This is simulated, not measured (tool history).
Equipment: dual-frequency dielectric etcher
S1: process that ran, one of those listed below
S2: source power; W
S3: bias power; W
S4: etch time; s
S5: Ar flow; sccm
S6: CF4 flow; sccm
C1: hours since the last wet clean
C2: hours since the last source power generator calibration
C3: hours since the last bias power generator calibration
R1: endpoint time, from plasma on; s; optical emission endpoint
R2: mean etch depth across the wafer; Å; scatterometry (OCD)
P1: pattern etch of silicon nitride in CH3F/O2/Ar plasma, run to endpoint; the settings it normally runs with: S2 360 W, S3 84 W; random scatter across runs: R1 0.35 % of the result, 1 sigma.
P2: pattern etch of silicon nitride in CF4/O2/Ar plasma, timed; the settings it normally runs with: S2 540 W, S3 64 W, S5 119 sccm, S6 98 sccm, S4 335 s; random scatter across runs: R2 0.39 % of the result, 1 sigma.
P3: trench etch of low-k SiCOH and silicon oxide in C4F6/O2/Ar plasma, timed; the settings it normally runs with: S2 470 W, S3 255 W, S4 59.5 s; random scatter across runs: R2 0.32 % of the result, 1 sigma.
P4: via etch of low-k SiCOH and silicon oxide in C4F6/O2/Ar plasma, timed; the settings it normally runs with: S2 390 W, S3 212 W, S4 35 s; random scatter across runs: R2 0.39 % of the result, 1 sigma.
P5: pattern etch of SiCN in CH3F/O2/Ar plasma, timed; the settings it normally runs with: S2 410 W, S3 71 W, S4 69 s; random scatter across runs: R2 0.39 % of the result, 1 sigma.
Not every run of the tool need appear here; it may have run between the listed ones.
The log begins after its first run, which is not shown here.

{"run": 2, "hour": 16.6, "S1": "P4", "S2": 270, "S3": 212, "S4": 35, "C1": 247.3, "C2": 2035.1, "C3": 2568.4, "R2": 746.03}
{"run": 3, "hour": 27.7, "S1": "P4", "S2": 390, "S3": 212, "S4": 35, "C1": 258.4, "C2": 2046.2, "C3": 2579.5, "R2": 857.82}
{"run": 4, "hour": 34.1, "S1": "P3", "S2": 470, "S3": 255, "S4": 59.5, "C1": 264.8, "C2": 2052.6, "C3": 2585.9, "R2": 2303.7}
{"run": 5, "hour": 41.8, "S1": "P5", "S2": 410, "S3": 71, "S4": 84, "C1": 272.5, "C2": 2060.3, "C3": 2593.6, "R2": 320.53}
{"run": 6, "hour": 51.0, "S1": "P5", "S2": 410, "S3": 56, "S4": 69, "C1": 281.7, "C2": 2069.5, "C3": 2602.8, "R2": 241.65}
{"run": 7, "hour": 61.5, "S1": "P2", "S2": 540, "S3": 64, "S4": 335, "S5": 164, "S6": 98, "C1": 292.2, "C2": 2080, "C3": 2613.3, "R2": 7013.9}
{"run": 8, "hour": 72.0, "S1": "P2", "S2": 540, "S3": 64, "S4": 335, "S5": 119, "S6": 120, "C1": 302.7, "C2": 2090.5, "C3": 2623.8, "R2": 7433.6}
{"run": 9, "hour": 80.2, "S1": "P1", "S2": 360, "S3": 84, "C1": 310.9, "C2": 2098.7, "C3": 2632, "R1": 57.657}
{"run": 10, "hour": 87.4, "S1": "P1", "S2": 360, "S3": 84, "C1": 318.1, "C2": 2105.9, "C3": 2639.2, "R1": 57.844}
{"run": 11, "hour": 93.4, "S1": "P2", "S2": 540, "S3": 64, "S4": 195.5, "S5": 119, "S6": 98, "C1": 324.1, "C2": 2111.9, "C3": 2645.2, "R2": 4259.2}
{"run": 12, "hour": 104.3, "S1": "P1", "S2": 430, "S3": 104, "C1": 335, "C2": 2122.8, "C3": 2656.1, "R1": 49.625}
{"run": 13, "hour": 113.4, "S1": "P1", "S2": 360, "S3": 84, "C1": 344.1, "C2": 2131.9, "C3": 2665.2, "R1": 57.733}
{"run": 14, "hour": 118.6, "S1": "P4", "S2": 390, "S3": 124, "S4": 35, "C1": 349.3, "C2": 2137.1, "C3": 2670.4, "R2": 727.07}
{"hour": 126.5, "done": "source power generator calibrated"}
{"run": 15, "hour": 127.7, "S1": "P1", "S2": 440, "S3": 84, "C1": 358.4, "C2": 1.2, "C3": 2679.5, "R1": 53.826}
{"run": 16, "hour": 136.6, "S1": "P1", "S2": 460, "S3": 110, "C1": 367.3, "C2": 10.1, "C3": 2688.4, "R1": 47.613}
{"run": 17, "hour": 147.1, "S1": "P3", "S2": 470, "S3": 255, "S4": 88.5, "C1": 377.8, "C2": 20.6, "C3": 2698.9, "R2": 3409.5}
{"run": 18, "hour": 155.8, "S1": "P2", "S2": 540, "S3": 64, "S4": 335, "S5": 119, "S6": 98, "C1": 386.5, "C2": 29.3, "C3": 2707.6, "R2": 7350.4}
{"run": 19, "hour": 165.8, "S1": "P4", "S2": 390, "S3": 212, "S4": 25, "C1": 396.5, "C2": 39.3, "C3": 2717.6, "R2": 614.89}
{"run": 20, "hour": 177.3, "S1": "P1", "S2": 360, "S3": 84, "C1": 408, "C2": 50.8, "C3": 2729.1, "R1": 58.035}
{"run": 21, "hour": 184.0, "S1": "P2", "S2": 540, "S3": 64, "S4": 335, "S5": 119, "S6": 98, "C1": 414.7, "C2": 57.5, "C3": 2735.8, "R2": 7306.5}
{"run": 22, "hour": 189.7, "S1": "P5", "S2": 290, "S3": 71, "S4": 69, "C1": 420.4, "C2": 63.2, "C3": 2741.5, "R2": 231.52}
{"run": 23, "hour": 201.2, "S1": "P1", "S2": 360, "S3": 84, "C1": 431.9, "C2": 74.7, "C3": 2753, "R1": 57.756}
{"run": 24, "hour": 209.3, "S1": "P3", "S2": 620, "S3": 255, "S4": 59.5, "C1": 440, "C2": 82.8, "C3": 2761.1, "R2": 2558.8}
{"run": 25, "hour": 218.4, "S1": "P3", "S2": 470, "S3": 179, "S4": 59.5, "C1": 449.1, "C2": 91.9, "C3": 2770.2, "R2": 2063.4}

What does the tool deliver on the next run?
{"run": 26, "hour": 227.8, "S1": "P1", "S2": 360, "S3": 84, "C1": 458.5, "C2": 101.3, "C3": 2779.6, "R1": "?"}

R1: 57.702 s
